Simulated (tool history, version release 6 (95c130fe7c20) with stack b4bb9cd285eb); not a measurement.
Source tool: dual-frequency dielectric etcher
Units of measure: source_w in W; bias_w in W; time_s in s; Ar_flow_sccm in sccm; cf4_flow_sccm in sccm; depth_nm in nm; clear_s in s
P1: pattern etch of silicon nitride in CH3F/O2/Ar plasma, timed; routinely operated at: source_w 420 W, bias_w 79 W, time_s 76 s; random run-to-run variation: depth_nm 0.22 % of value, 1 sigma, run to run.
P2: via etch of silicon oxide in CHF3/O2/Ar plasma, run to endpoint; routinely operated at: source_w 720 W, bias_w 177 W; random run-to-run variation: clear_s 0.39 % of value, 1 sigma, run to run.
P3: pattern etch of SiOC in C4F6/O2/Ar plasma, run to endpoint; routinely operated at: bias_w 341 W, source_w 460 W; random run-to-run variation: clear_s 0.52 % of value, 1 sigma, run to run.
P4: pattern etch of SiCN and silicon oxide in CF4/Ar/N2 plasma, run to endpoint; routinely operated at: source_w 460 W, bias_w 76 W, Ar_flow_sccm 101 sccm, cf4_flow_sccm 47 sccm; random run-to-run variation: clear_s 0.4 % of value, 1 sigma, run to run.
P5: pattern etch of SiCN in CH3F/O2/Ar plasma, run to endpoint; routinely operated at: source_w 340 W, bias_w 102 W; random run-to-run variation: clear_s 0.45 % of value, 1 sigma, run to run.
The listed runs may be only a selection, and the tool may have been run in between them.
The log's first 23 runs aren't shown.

run	hour	process	source_w	bias_w	time_s	Ar_flow_sccm	cf4_flow_sccm	hours since the last wet clean	hours since the last source power generator calibration	hours since the last bias power generator calibration	depth_nm	clear_s
24	186.5	P5	340	145				323.6	104.3	1040.6		22.485
25	194.8	P1	420	102	76			331.9	112.6	1048.9	62.676	
26	204.2	P1	580	79	76			341.3	122	1058.3	64.512	
27	214.4	P1	420	47	76			351.5	132.2	1068.5	48.144	
28	221	P1	290	79	76			358.1	138.8	1075.1	49.889	
29	228.2	P1	420	79	76			365.3	146	1082.3	56.998	
30	236.8	P1	420	79	76			373.9	154.6	1090.9	57.415	
31	246.4	P1	420	79	76			383.5	164.2	1100.5	57.703	
32	255	P1	420	79	76			392.1	172.8	1109.1	57.872	
33	265.3	P1	420	79	76			402.4	183.1	1119.4	57.629	
# hour 270.4: wet clean of the chamber
34	271.3	P1	420	79	76			1	189.1	1125.4	57.758	
35	281.8	P1	420	79	76			11.5	199.6	1135.9	57.941	

What does the tool deliver on the next run?
36	292.2	P1	420	79	76			21.9	210	1146.3	?	

{"run 36": {"depth_nm": 58.187}}
